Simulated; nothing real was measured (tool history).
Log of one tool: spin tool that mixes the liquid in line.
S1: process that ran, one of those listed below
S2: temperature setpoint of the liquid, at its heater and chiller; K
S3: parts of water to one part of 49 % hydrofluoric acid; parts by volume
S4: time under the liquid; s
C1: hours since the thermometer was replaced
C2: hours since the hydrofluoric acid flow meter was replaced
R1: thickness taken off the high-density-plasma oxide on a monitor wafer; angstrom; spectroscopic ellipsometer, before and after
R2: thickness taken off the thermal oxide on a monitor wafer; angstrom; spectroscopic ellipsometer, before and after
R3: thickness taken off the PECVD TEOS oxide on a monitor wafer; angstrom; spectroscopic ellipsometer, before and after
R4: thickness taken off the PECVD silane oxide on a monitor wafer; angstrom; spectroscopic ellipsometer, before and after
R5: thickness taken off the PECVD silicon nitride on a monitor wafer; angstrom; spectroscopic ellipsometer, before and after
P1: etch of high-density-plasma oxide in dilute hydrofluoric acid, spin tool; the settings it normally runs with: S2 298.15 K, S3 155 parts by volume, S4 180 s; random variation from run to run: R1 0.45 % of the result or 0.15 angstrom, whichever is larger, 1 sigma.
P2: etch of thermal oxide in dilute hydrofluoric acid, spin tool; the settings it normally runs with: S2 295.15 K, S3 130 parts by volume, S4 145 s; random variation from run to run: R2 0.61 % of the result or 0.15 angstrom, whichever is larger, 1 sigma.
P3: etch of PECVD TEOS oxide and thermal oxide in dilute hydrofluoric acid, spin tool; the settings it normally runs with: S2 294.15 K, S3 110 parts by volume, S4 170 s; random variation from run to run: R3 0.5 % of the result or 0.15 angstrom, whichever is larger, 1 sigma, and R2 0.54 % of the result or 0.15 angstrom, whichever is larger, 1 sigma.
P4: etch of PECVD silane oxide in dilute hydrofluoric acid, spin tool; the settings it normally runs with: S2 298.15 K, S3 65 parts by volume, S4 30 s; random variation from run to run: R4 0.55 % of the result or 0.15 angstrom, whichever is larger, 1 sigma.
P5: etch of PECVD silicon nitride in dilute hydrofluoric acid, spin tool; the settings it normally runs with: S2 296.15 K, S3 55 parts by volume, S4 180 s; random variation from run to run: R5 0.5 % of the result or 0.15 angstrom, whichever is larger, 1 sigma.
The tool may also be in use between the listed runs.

| run | hour | S1 | S2 | S3 | S4 | C1 | C2 | R1 | R2 | R3 | R4 | R5 |
|---|---|---|---|---|---|---|---|---|---|---|---|---|
| 1 | 8.7 | P1 | 298.15 | 155 | 180 | 727.0 | 656.3 | 64.453 |  |  |  |  |
| 2 | 20.6 | P1 | 304.65 | 155 | 70 | 738.9 | 668.2 | 31.749 |  |  |  |  |
| 3 | 29.4 | P2 | 295.15 | 70 | 145 | 747.7 | 677.0 |  | 96.845 |  |  |  |
| 4 | 38.7 | P3 | 294.15 | 110 | 170 | 757.0 | 686.3 |  | 65.329 | 138.440 |  |  |
| 5 | 46.8 | P3 | 294.15 | 110 | 100 | 765.1 | 694.4 |  | 37.882 | 81.436 |  |  |
| 6 | 61.0 | P2 | 300.15 | 130 | 145 | 779.3 | 708.6 |  | 57.852 |  |  |  |
| 7 | 73.1 | P4 | 298.15 | 65 | 15 | 791.4 | 720.7 |  |  |  | 79.442 |  |
| 8 | 90.3 | P3 | 294.15 | 110 | 170 | 808.6 | 737.9 |  | 65.640 | 138.350 |  |  |
| 9 | 99.2 | P5 | 296.15 | 85 | 180 | 817.5 | 746.8 |  |  |  |  | 63.543 |
| 10 | 116.3 | P1 | 298.15 | 155 | 180 | 834.6 | 763.9 | 65.177 |  |  |  |  |
| 11 | 131.6 | P5 | 291.15 | 55 | 180 | 849.9 | 779.2 |  |  |  |  | 69.213 |
| 12 | 142.0 | P5 | 296.15 | 55 | 180 | 860.3 | 789.6 |  |  |  |  | 97.767 |
| 13 | 156.0 | P2 | 295.15 | 130 | 145 | 874.3 | 803.6 |  | 48.282 |  |  |  |
| 14 | 173.2 | P1 | 298.15 | 90 | 315 | 891.5 | 820.8 | 211.850 |  |  |  |  |
| 15 | 189.8 | P4 | 298.15 | 35 | 30 | 908.1 | 837.4 |  |  |  | 307.710 |  |
| 16 | 198.4 | P3 | 294.15 | 165 | 170 | 916.7 | 846.0 |  | 41.299 | 87.943 |  |  |
| 17 | 214.5 | P4 | 298.15 | 65 | 30 | 932.8 | 862.1 |  |  |  | 158.380 |  |
| 18 | 222.4 | P1 | 298.15 | 220 | 55 | 940.7 | 870.0 | 12.950 |  |  |  |  |
| 19 | 234.4 | P1 | 294.15 | 155 | 180 | 952.7 | 882.0 | 55.625 |  |  |  |  |
| 20 | 242.2 | P1 | 298.15 | 155 | 270 | 960.5 | 889.8 | 97.457 |  |  |  |  |
| 21 | 251.8 | P1 | 304.65 | 155 | 180 | 970.1 | 899.4 | 82.537 |  |  |  |  |
| 22 | 264.6 | P1 | 298.15 | 280 | 180 | 982.9 | 912.2 | 31.399 |  |  |  |  |
| 23 | 274.8 | P1 | 298.15 | 155 | 30 | 993.1 | 922.4 | 10.570 |  |  |  |  |
| 24 | 289.7 | P5 | 296.15 | 55 | 355 | 1008.0 | 937.3 |  |  |  |  | 190.460 |
| 25 | 303.9 | P3 | 299.15 | 110 | 170 | 1022.2 | 951.5 |  | 80.845 | 170.110 |  |  |
| 26 | 319.5 | P1 | 298.15 | 155 | 180 | 1037.8 | 967.1 | 64.538 |  |  |  |  |
| 27 | 333.8 | P2 | 295.15 | 130 | 250 | 1052.1 | 981.4 |  | 83.528 |  |  |  |
| 28 | 344.9 | P2 | 295.15 | 130 | 145 | 1063.2 | 992.5 |  | 47.700 |  |  |  |
| 29 | 354.8 | P1 | 298.15 | 155 | 180 | 1073.1 | 1002.4 | 65.080 |  |  |  |  |
| 30 | 367.7 | P4 | 306.15 | 65 | 30 | 1086.0 | 1015.3 |  |  |  | 216.180 |  |
| 31 | 383.0 | P1 | 298.15 | 35 | 180 | 1101.3 | 1030.6 | 335.060 |  |  |  |  |
| 32 | 396.5 | P1 | 298.15 | 155 | 180 | 1114.8 | 1044.1 | 64.438 |  |  |  |  |
| 33 | 404.9 | P1 | 298.15 | 155 | 180 | 1123.2 | 1052.5 | 65.521 |  |  |  |  |
| 34 | 422.0 | P4 | 298.15 | 65 | 30 | 1140.3 | 1069.6 |  |  |  | 159.830 |  |
| 35 | 435.8 | P1 | 298.15 | 155 | 180 | 1154.1 | 1083.4 | 64.639 |  |  |  |  |
| 36 | 446.3 | P1 | 298.15 | 155 | 180 | 1164.6 | 1093.9 | 63.583 |  |  |  |  |
| 37 | 457.7 | P1 | 298.15 | 155 | 180 | 1176.0 | 1105.3 | 62.248 |  |  |  |  |
| 38 | 473.7 | P1 | 298.15 | 155 | 180 | 1192.0 | 1121.3 | 61.733 |  |  |  |  |
| 39 | 488.2 | P1 | 298.15 | 155 | 180 | 1206.5 | 1135.8 | 60.315 |  |  |  |  |
| 40 | 502.2 | P1 | 298.15 | 155 | 180 | 1220.5 | 1149.8 | 59.879 |  |  |  |  |
| 41 | 512.5 | P1 | 298.15 | 155 | 180 | 1230.8 | 1160.1 | 59.730 |  |  |  |  |
| 42 | 525.2 | P1 | 298.15 | 155 | 180 | 1243.5 | 1172.8 | 59.338 |  |  |  |  |
| 43 | 539.9 | P1 | 298.15 | 155 | 180 | 1258.2 | 1187.5 | 60.233 |  |  |  |  |
| 44 | 551.0 | P1 | 298.15 | 155 | 180 | 1269.3 | 1198.6 | 59.708 |  |  |  |  |

What P1 gives has crept off from where it sat before. The 2 causes that follow fit the log equally well, each at the size noted:
A: liquid colder than its thermometer reads (K) = 2.14
B: hydrofluoric acid flow below the setpoint (%) = 6.65
Creep in the process output first set in at about hour 435.8.

Which of the 4 check runs listed below separates the causes, so that each cause would produce a clearly different result? Each run uses one wafer, and its results are marked with question marks.
| check 1 | 562.1 | P5 | 296.15 | 55 | 180 |  |  |  |  |  |  | ? |
| check 2 | 562.1 | P2 | 295.15 | 130 | 145 |  |  |  | ? |  |  |  |
| check 3 | 562.1 | P4 | 298.15 | 65 | 30 |  |  |  |  |  | ? |  |
| check 4 | 562.1 | P3 | 294.15 | 110 | 170 |  |  |  | ? | ? |  |  |

Check results expected under each cause:
| check | result | if A | if B |
|---|---|---|---|
| check 1 | R5 | 84.415 | 91.338 |
| check 2 | R2 | 43.965 | 44.245 |
| check 3 | R4 | 145.820 | 147.600 |
| check 4 | R2 | 60.017 | 60.605 |
| check 4 | R3 | 126.940 | 128.180 |
How far apart the two closest causes lie, in the result that separates them most: check 1 7.88 %; check 2 0.63 %; check 3 1.21 %; check 4 0.98 %
Of the check runs offered, only check 1 discriminates between the causes; the rest would read about the same regardless of which cause applies.

Then check 1 was run and gave: R5 83.945 angstrom. Which cause is it?

A is the cause: liquid colder than its thermometer reads (K).
